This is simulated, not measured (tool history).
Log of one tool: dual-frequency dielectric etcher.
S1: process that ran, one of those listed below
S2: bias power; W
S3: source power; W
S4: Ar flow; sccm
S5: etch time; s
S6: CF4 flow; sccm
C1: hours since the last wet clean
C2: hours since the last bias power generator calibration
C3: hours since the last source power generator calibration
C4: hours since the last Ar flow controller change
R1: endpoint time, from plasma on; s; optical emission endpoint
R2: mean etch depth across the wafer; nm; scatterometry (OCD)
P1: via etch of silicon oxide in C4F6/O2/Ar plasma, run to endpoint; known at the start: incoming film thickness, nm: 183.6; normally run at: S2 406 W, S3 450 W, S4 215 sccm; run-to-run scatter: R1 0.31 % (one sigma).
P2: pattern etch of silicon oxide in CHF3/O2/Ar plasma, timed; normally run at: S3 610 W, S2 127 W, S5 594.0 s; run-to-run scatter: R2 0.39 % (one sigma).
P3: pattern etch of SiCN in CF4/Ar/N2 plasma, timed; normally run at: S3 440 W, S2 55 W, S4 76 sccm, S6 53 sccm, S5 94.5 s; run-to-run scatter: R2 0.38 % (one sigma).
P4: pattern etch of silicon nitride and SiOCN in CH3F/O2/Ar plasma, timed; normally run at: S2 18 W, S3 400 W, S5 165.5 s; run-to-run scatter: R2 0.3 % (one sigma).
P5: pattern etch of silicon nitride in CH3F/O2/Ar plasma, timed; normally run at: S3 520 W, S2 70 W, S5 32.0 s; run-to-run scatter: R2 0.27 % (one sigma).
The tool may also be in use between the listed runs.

Run 1, day 0.188: S1 P1, S2 406 W, S3 450 W, S4 215 sccm; C1 110.6; C2 856.5; C3 2165.4; C4 1222.8. Result: R1 39.681 s.
Run 2, day 0.446: S1 P4, S2 18 W, S3 530 W, S5 165.5 s; C1 116.8; C2 862.7; C3 2171.6; C4 1229.0. Result: R2 22.765 nm.
Run 3, day 0.596: S1 P3, S2 55 W, S3 590 W, S4 76 sccm, S5 94.5 s, S6 53 sccm; C1 120.4; C2 866.3; C3 2175.2; C4 1232.6. Result: R2 97.019 nm.
Run 4, day 0.738: S1 P2, S2 127 W, S3 610 W, S5 403.0 s; C1 123.8; C2 869.7; C3 2178.6; C4 1236.0. Result: R2 731.430 nm.
Run 5, day 0.921: S1 P2, S2 127 W, S3 610 W, S5 594.0 s; C1 128.2; C2 874.1; C3 2183.0; C4 1240.4. Result: R2 1074.100 nm.
Run 6, day 1.092: S1 P3, S2 55 W, S3 440 W, S4 76 sccm, S5 94.5 s, S6 53 sccm; C1 132.3; C2 878.2; C3 2187.1; C4 1244.5. Result: R2 74.963 nm.
Run 7, day 1.238: S1 P5, S2 70 W, S3 520 W, S5 32.0 s; C1 135.8; C2 881.7; C3 2190.6; C4 1248.0. Result: R2 24.174 nm.
Run 8, day 1.454: S1 P3, S2 55 W, S3 440 W, S4 48 sccm, S5 94.5 s, S6 53 sccm; C1 141.0; C2 886.9; C3 2195.8; C4 1253.2. Result: R2 80.250 nm.
Run 9, day 1.600: S1 P1, S2 406 W, S3 590 W, S4 135 sccm; C1 144.5; C2 890.4; C3 2199.3; C4 1256.7. Result: R1 33.916 s.
Run 10, day 1.792: S1 P4, S2 18 W, S3 400 W, S5 165.5 s; C1 149.1; C2 895.0; C3 2203.9; C4 1261.3. Result: R2 20.747 nm.
Run 11, day 1.992: S1 P1, S2 280 W, S3 370 W, S4 215 sccm; C1 153.9; C2 899.8; C3 2208.7; C4 1266.1. Result: R1 48.572 s.
Run 12, day 2.142: S1 P1, S2 474 W, S3 560 W, S4 215 sccm; C1 157.5; C2 903.4; C3 2212.3; C4 1269.7. Result: R1 34.299 s.
Run 13, day 2.288: S1 P5, S2 70 W, S3 520 W, S5 46.0 s; C1 161.0; C2 906.9; C3 2215.8; C4 1273.2. Result: R2 34.768 nm.
At day 2.312: bias power generator calibrated.
Run 14, day 2.458: S1 P4, S2 21 W, S3 400 W, S5 165.5 s; C1 165.1; C2 3.5; C3 2219.9; C4 1277.3. Result: R2 22.156 nm.
Run 15, day 2.588: S1 P3, S2 34 W, S3 440 W, S4 76 sccm, S5 94.5 s, S6 53 sccm; C1 168.2; C2 6.6; C3 2223.0; C4 1280.4. Result: R2 64.157 nm.
At day 2.708: source power generator calibrated.
Run 16, day 2.838: S1 P1, S2 406 W, S3 450 W, S4 171 sccm; C1 174.2; C2 12.6; C3 3.2; C4 1286.4. Result: R1 38.631 s.
Run 17, day 3.025: S1 P3, S2 55 W, S3 440 W, S4 76 sccm, S5 94.5 s, S6 67 sccm; C1 178.7; C2 17.1; C3 7.7; C4 1290.9. Result: R2 77.176 nm.
Run 18, day 3.217: S1 P2, S2 127 W, S3 610 W, S5 594.0 s; C1 183.3; C2 21.7; C3 12.3; C4 1295.5. Result: R2 1079.100 nm.
Run 19, day 3.433: S1 P2, S2 127 W, S3 780 W, S5 594.0 s; C1 188.5; C2 26.9; C3 17.5; C4 1300.7. Result: R2 1190.100 nm.
Run 20, day 3.550: S1 P2, S2 157 W, S3 610 W, S5 594.0 s; C1 191.3; C2 29.7; C3 20.3; C4 1303.5. Result: R2 1158.900 nm.
Run 21, day 3.688: S1 P5, S2 70 W, S3 720 W, S5 32.0 s; C1 194.6; C2 33.0; C3 23.6; C4 1306.8. Result: R2 27.417 nm.
Run 22, day 3.896: S1 P1, S2 524 W, S3 450 W, S4 215 sccm; C1 199.6; C2 38.0; C3 28.6; C4 1311.8. Result: R1 36.067 s.
Run 23, day 4.017: S1 P1, S2 406 W, S3 450 W, S4 215 sccm; C1 202.5; C2 40.9; C3 31.5; C4 1314.7. Result: R1 39.581 s.
Run 24, day 4.267: S1 P3, S2 55 W, S3 440 W, S4 76 sccm, S5 60.0 s, S6 53 sccm; C1 208.5; C2 46.9; C3 37.5; C4 1320.7. Result: R2 47.242 nm.
Run 25, day 4.392: S1 P1, S2 406 W, S3 450 W, S4 215 sccm; C1 211.5; C2 49.9; C3 40.5; C4 1323.7. Result: R1 39.654 s.
Run 26, day 4.642: S1 P4, S2 18 W, S3 400 W, S5 112.0 s; C1 217.5; C2 55.9; C3 46.5; C4 1329.7. Result: R2 13.929 nm.
Run 27, day 4.754: S1 P1, S2 406 W, S3 290 W, S4 215 sccm; C1 220.2; C2 58.6; C3 49.2; C4 1332.4. Result: R1 46.328 s.
Run 28, day 4.938: S1 P1, S2 406 W, S3 450 W, S4 298 sccm; C1 224.6; C2 63.0; C3 53.6; C4 1336.8. Result: R1 41.022 s.
Run 29, day 5.129: S1 P5, S2 96 W, S3 520 W, S5 32.0 s; C1 229.2; C2 67.6; C3 58.2; C4 1341.4. Result: R2 26.859 nm.
Run 30, day 5.279: S1 P1, S2 295 W, S3 450 W, S4 215 sccm; C1 232.8; C2 71.2; C3 61.8; C4 1345.0. Result: R1 44.213 s.
Run 31, day 5.433: S1 P1, S2 406 W, S3 450 W, S4 215 sccm; C1 236.5; C2 74.9; C3 65.5; C4 1348.7. Result: R1 39.432 s.
Run 32, day 5.604: S1 P1, S2 406 W, S3 450 W, S4 215 sccm; C1 240.6; C2 79.0; C3 69.6; C4 1352.8. Result: R1 39.525 s.
Run 33, day 5.750: S1 P4, S2 18 W, S3 400 W, S5 165.5 s; C1 244.1; C2 82.5; C3 73.1; C4 1356.3. Result: R2 20.729 nm.
Run 34, day 5.942: S1 P1, S2 406 W, S3 600 W, S4 215 sccm; C1 248.7; C2 87.1; C3 77.7; C4 1360.9. Result: R1 35.455 s.

Forecast run 35:
Run 35, day 6.175: S1 P5, S2 70 W, S3 520 W, S5 32.0 s; C1 254.3; C2 92.7; C3 83.3; C4 1366.5. Result: R2 ?.

R2: 24.220 nm
